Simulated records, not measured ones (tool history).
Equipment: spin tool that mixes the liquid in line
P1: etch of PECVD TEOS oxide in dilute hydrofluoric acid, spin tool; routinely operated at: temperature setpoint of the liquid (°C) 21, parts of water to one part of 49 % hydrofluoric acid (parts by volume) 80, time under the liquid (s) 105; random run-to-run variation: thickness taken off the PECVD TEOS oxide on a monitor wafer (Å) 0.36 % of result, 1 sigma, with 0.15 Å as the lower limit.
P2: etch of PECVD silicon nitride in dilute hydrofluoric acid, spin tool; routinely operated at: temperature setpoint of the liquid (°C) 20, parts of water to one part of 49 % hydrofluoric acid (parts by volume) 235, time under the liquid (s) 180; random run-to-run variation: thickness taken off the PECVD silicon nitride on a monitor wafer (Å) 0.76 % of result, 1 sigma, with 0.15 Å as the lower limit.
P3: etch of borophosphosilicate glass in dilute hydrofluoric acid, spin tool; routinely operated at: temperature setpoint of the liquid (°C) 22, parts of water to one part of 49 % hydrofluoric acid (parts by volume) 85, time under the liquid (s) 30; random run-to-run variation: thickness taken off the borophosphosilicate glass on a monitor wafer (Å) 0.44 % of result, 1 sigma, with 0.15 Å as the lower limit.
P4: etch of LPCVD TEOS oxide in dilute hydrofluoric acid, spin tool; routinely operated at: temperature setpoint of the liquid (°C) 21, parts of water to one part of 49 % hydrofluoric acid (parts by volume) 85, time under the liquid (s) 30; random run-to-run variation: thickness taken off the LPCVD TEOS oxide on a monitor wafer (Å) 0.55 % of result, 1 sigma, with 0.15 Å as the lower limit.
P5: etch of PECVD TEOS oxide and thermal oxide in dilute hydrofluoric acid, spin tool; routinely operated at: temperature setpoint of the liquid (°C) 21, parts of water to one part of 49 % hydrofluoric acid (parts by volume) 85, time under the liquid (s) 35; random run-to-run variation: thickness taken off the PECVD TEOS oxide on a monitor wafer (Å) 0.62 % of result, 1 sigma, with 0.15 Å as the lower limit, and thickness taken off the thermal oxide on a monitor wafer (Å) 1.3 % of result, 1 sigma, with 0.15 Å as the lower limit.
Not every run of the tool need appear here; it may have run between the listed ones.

run   hour  process that ran  temperature setpoint of the liquid (°C)  parts of water to one part of 49 % hydrofluoric acid (parts by volume)  time under the liquid (s)  hours since the thermometer was replaced  hours since the hydrofluoric acid flow meter was replaced  thickness taken off the PECVD TEOS oxide on a monitor wafer (Å)  thickness taken off the borophosphosilicate glass on a monitor wafer (Å)  thickness taken off the thermal oxide on a monitor wafer (Å)  thickness taken off the LPCVD TEOS oxide on a monitor wafer (Å)  thickness taken off the PECVD silicon nitride on a monitor wafer (Å)
  1    7.7                P1                                       21                                                                      80                        105                                     424.9                                                      255.8                                                           190.64
  2   13.5                P3                                     30.5                                                                      85                         30                                     430.7                                                      261.6                                                                                                                                     187.23
  3   17.9                P3                                       22                                                                      85                         30                                     435.1                                                        266                                                                                                                                     134.07
  4   23.1                P5                                       21                                                                      85                         35                                     440.3                                                      271.2                                                           43.341                                                                                                                                  18.062
  5   29.5                P4                                       21                                                                      20                         30                                     446.7                                                      277.6                                                                                                                                                                                                                                                                    533.63
  6   36.9                P3                                       22                                                                     140                         30                                     454.1                                                        285                                                                                                                                     77.228
  7   41.7                P2                                       20                                                                     235                        180                                     458.9                                                      289.8                                                                                                                                                                                                                                                                                                                                          33.788
  8   47.7                P1                                       21                                                                      80                         50                                     464.9                                                      295.8                                                           90.913
  9   56.3                P2                                       20                                                                      75                        180                                     473.5                                                      304.4                                                                                                                                                                                                                                                                                                                                          104.22
 10   63.7                P4                                       21                                                                      85                         30                                     480.9                                                      311.8                                                                                                                                                                                                                                                                    115.54
 11   71.9                P4                                       21                                                                      85                         50                                     489.1                                                        320                                                                                                                                                                                                                                                                    194.31
 12   78.3                P1                                       17                                                                      80                        105                                     495.5                                                      326.4                                                           161.97
 13   82.9                P5                                       21                                                                      85                         60                                     500.1                                                        331                                                            73.06                                                                                                                                  30.941
 14   88.1                P1                                       29                                                                      80                        105                                     505.3                                                      336.2                                                           263.05
 15   94.5                P2                                       28                                                                     235                        180                                     511.7                                                      342.6                                                                                                                                                                                                                                                                                                                                          56.243
 16  100.9                P1                                       21                                                                      80                        105                                     518.1                                                        349                                                           191.95
 17  110.2                P5                                       21                                                                     145                         35                                     527.4                                                      358.3                                                           23.668                                                                                                                                  9.8569
 18  114.5                P5                                     27.5                                                                      85                         35                                     531.7                                                      362.6                                                           55.891                                                                                                                                  23.386
 19  122.6                P2                                       20                                                                     235                        335                                     539.8                                                      370.7                                                                                                                                                                                                                                                                                                                                          63.257
 20  129.2                P1                                       21                                                                      25                        105                                     546.4                                                      377.3                                                            654.7
 21  134.5                P3                                       22                                                                      85                         30                                     551.7                                                      382.6                                                                                                                                      134.6
 22  139.9                P1                                       21                                                                      80                        105                                     557.1                                                        388                                                           191.14
 23  147.7                P3                                       22                                                                      85                         45                                     564.9                                                      395.8                                                                                                                                     200.19
 24  153.6                P1                                       21                                                                      80                        105                                     570.8                                                      401.7                                                            190.8
 25  161.2                P5                                       21                                                                      85                         35                                     578.4                                                      409.3                                                            43.32                                                                                                                                   17.91
 26  165.5                P1                                       21                                                                     125                        105                                     582.7                                                      413.6                                                           116.37
 27  171.2                P1                                       21                                                                      80                        105                                     588.4                                                      419.3                                                           191.07
 28  178.1                P1                                       21                                                                      80                        180                                     595.3                                                      426.2                                                           328.07
 29  185.6                P4                                       17                                                                      85                         30                                     602.8                                                      433.7                                                                                                                                                                                                                                                                    97.647
 30  191.8                P1                                     24.5                                                                      80                        205                                       609                                                      439.9                                                           431.95
 31  200.9                P1                                       21                                                                      80                        105                                     618.1                                                        449                                                           190.59
 32  206.9                P1                                       21                                                                      80                        105                                     624.1                                                        455                                                           185.95
 33  213.2                P1                                       21                                                                      80                        105                                     630.4                                                      461.3                                                            182.3
 34  219.7                P1                                       21                                                                      80                        105                                     636.9                                                      467.8                                                            179.3
 35  226.1                P1                                       21                                                                      80                        105                                     643.3                                                      474.2                                                            177.7
 36  235.4                P1                                       21                                                                      80                        105                                     652.6                                                      483.5                                                           175.71
 37  244.4                P1                                       21                                                                      80                        105                                     661.6                                                      492.5                                                           175.83
 38  252.2                P1                                       21                                                                      80                        105                                     669.4                                                      500.3                                                           175.01
 39  261.6                P1                                       21                                                                      80                        105                                     678.8                                                      509.7                                                           174.34
 40  267.6                P1                                       21                                                                      80                        105                                     684.8                                                      515.7                                                           174.05
 41    274                P1                                       21                                                                      80                        105                                     691.2                                                      522.1                                                           173.67

The log shows P1 creeping away from where it was. Any of the 2 causes listed here, at the size stated for it, fits the log just as well as the others:
A: liquid colder than its thermometer reads (K) = 2.26
B: hydrofluoric acid flow below the setpoint (%) = 8.19
At approximately hour 200.9, the process output began to creep.

Which of the 4 check runs listed below separates the causes, so that each cause would produce a clearly different result? Each run uses one wafer, and its results are marked with question marks.
check 1  280.4                P2                                       20                                                                     100                        180                                                                                                                                                                                                                                                                                                                                                                                                                                                    ?
check 2  280.4                P3                                       22                                                                     130                         30                                                                                                                                                                                                                                               ?
check 3  280.4                P5                                       21                                                                     120                         55                                                                                                                                                                     ?                                                                                                                                       ?
check 4  280.4                P4                                       17                                                                      25                         30                                                                                                                                                                                                                                                                                                                                                                              ?

What each check would give under each cause:
  check                                                                    result    if A    if B
check 1      thickness taken off the PECVD silicon nitride on a monitor wafer (Å)  66.934  71.923
check 2  thickness taken off the borophosphosilicate glass on a monitor wafer (Å)  76.266  75.654
check 3           thickness taken off the PECVD TEOS oxide on a monitor wafer (Å)  42.069   41.84
check 3              thickness taken off the thermal oxide on a monitor wafer (Å)  17.563  17.468
check 4           thickness taken off the LPCVD TEOS oxide on a monitor wafer (Å)  321.55  325.72
Distance between the nearest two causes, measured in the result of the check that separates them most: check 1 7.19 %; check 2 0.81 %; check 3 0.54 %; check 4 1.29 %
Check 1 distinguishes between the causes, while the remaining checks would return nearly the same result for all of them.

Here is what check 1 returned: thickness taken off the PECVD silicon nitride on a monitor wafer (Å) 66.863. Which cause is it?

It is A: liquid colder than its thermometer reads (K).
